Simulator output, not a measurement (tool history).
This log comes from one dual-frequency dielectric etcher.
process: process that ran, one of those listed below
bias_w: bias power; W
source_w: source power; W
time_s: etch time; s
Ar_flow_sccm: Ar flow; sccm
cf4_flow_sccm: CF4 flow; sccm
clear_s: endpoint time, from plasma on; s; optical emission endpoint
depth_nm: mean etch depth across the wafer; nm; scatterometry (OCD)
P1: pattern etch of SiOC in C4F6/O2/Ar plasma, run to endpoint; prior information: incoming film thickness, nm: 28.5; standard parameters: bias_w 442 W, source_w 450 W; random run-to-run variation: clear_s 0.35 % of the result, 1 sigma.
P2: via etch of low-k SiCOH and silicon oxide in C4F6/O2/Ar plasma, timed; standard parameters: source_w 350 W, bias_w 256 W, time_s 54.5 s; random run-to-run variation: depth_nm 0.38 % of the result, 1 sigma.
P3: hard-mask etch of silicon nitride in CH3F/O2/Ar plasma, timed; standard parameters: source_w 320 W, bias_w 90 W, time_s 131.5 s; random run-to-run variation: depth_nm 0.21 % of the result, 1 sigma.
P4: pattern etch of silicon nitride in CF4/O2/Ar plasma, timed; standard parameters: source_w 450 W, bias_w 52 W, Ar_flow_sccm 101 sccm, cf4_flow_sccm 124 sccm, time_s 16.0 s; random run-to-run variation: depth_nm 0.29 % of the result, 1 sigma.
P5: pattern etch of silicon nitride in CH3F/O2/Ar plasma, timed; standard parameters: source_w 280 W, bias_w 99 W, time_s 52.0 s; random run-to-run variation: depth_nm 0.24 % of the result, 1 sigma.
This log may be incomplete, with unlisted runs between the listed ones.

| run | day | process | bias_w | source_w | time_s | Ar_flow_sccm | cf4_flow_sccm | clear_s | depth_nm |
|---|---|---|---|---|---|---|---|---|---|
| 1 | 0.504 | P1 | 442 | 450 |  |  |  | 9.8549 |  |
| 2 | 0.792 | P1 | 442 | 450 |  |  |  | 9.9206 |  |
| 3 | 1.208 | P5 | 99 | 220 | 52.0 |  |  |  | 33.428 |
| 4 | 1.738 | P5 | 99 | 280 | 52.0 |  |  |  | 36.604 |
| 5 | 2.033 | P2 | 256 | 420 | 54.5 |  |  |  | 147.200 |
| 6 | 2.275 | P5 | 99 | 280 | 70.5 |  |  |  | 49.695 |
| 7 | 2.558 | P1 | 442 | 450 |  |  |  | 9.9274 |  |
| 8 | 2.971 | P1 | 442 | 450 |  |  |  | 9.8391 |  |
| 9 | 3.417 | P4 | 52 | 450 | 16.0 | 101 | 158 |  | 29.778 |
| 10 | 3.796 | P1 | 542 | 450 |  |  |  | 9.1070 |  |
| 11 | 4.317 | P1 | 565 | 550 |  |  |  | 8.3879 |  |
| 12 | 4.858 | P1 | 442 | 590 |  |  |  | 8.9429 |  |
| 13 | 5.329 | P1 | 306 | 450 |  |  |  | 11.3160 |  |
| 14 | 5.671 | P4 | 52 | 450 | 16.0 | 101 | 124 |  | 28.827 |
| 15 | 6.067 | P5 | 99 | 280 | 52.0 |  |  |  | 36.687 |
| 16 | 6.379 | P2 | 256 | 350 | 54.5 |  |  |  | 136.560 |
| 17 | 6.925 | P3 | 90 | 320 | 72.5 |  |  |  | 47.752 |
| 18 | 7.350 | P4 | 52 | 550 | 16.0 | 101 | 124 |  | 34.432 |
| 19 | 7.604 | P3 | 90 | 320 | 131.5 |  |  |  | 86.511 |
| 20 | 7.912 | P1 | 442 | 450 |  |  |  | 9.9008 |  |
| 21 | 8.196 | P2 | 348 | 350 | 54.5 |  |  |  | 151.600 |
| 22 | 8.667 | P2 | 256 | 350 | 69.0 |  |  |  | 172.320 |
| 23 | 9.008 | P1 | 442 | 450 |  |  |  | 9.9477 |  |
| 24 | 9.383 | P4 | 52 | 450 | 11.5 | 101 | 124 |  | 20.876 |
| 25 | 9.650 | P3 | 90 | 440 | 131.5 |  |  |  | 97.142 |
| 26 | 9.942 | P1 | 345 | 550 |  |  |  | 9.9955 |  |
| 27 | 10.279 | P4 | 52 | 450 | 16.0 | 142 | 124 |  | 27.816 |
| 28 | 10.808 | P5 | 79 | 280 | 52.0 |  |  |  | 33.892 |
| 29 | 11.350 | P3 | 108 | 320 | 131.5 |  |  |  | 92.359 |
| 30 | 11.846 | P4 | 71 | 450 | 16.0 | 101 | 124 |  | 32.593 |
| 31 | 12.083 | P1 | 442 | 330 |  |  |  | 11.0430 |  |
| 32 | 12.342 | P1 | 442 | 450 |  |  |  | 9.8322 |  |
| 33 | 12.604 | P1 | 442 | 450 |  |  |  | 9.8777 |  |
| 34 | 13.121 | P1 | 442 | 450 |  |  |  | 10.0060 |  |
| 35 | 13.550 | P1 | 442 | 450 |  |  |  | 9.9642 |  |
|  | 13.804 | wet clean of the chamber |
| 36 | 13.933 | P1 | 442 | 450 |  |  |  | 10.0260 |  |
| 37 | 14.262 | P1 | 442 | 450 |  |  |  | 10.0480 |  |
| 38 | 14.721 | P1 | 442 | 450 |  |  |  | 9.9718 |  |
| 39 | 15.246 | P1 | 442 | 450 |  |  |  | 10.0800 |  |
| 40 | 15.496 | P1 | 442 | 450 |  |  |  | 10.1250 |  |
| 41 | 16.033 | P1 | 442 | 450 |  |  |  | 10.0130 |  |

Compared with where it was, what P1 gives has crept away. Each cause listed below fits the log as well as the rest, at the size given for it:
A: source power that arrives under what is set, % = 4.56
B: bias power that arrives under what is set, % = 4.67
The drift started at roughly day 12.342.
Why every other cause is out:
chamber walls in a state that lowers the etch rate, %: serviced after onset, at day 13.804, with no recovery of the prior output

4 check runs are offered, one wafer each, their results left as question marks. Which one tells the causes apart?
| check 1 | 16.571 | P3 | 90 | 320 | 131.5 |  |  |  | ? |
| check 2 | 16.571 | P2 | 256 | 350 | 54.5 |  |  |  | ? |
| check 3 | 16.571 | P4 | 52 | 450 | 16.0 | 101 | 124 |  | ? |
| check 4 | 16.571 | P5 | 99 | 280 | 52.0 |  |  |  | ? |

Outcome of each check run for each possible cause:
| check | result | if A | if B |
|---|---|---|---|
| check 1 | depth_nm | 85.014 | 85.012 |
| check 2 | depth_nm | 134.000 | 134.190 |
| check 3 | depth_nm | 27.816 | 28.465 |
| check 4 | depth_nm | 36.044 | 36.023 |
How far apart the two closest causes lie, in the result that separates them most: check 1 0 %; check 2 0.15 %; check 3 2.31 %; check 4 0.06 %
Only in check 3 would the causes give clearly different results; in the remaining checks their results would be nearly the same.

Check 3 has now been run. It gave: depth_nm 27.965 nm. Which of the candidate causes is it?

It is A: source power that arrives under what is set, %.

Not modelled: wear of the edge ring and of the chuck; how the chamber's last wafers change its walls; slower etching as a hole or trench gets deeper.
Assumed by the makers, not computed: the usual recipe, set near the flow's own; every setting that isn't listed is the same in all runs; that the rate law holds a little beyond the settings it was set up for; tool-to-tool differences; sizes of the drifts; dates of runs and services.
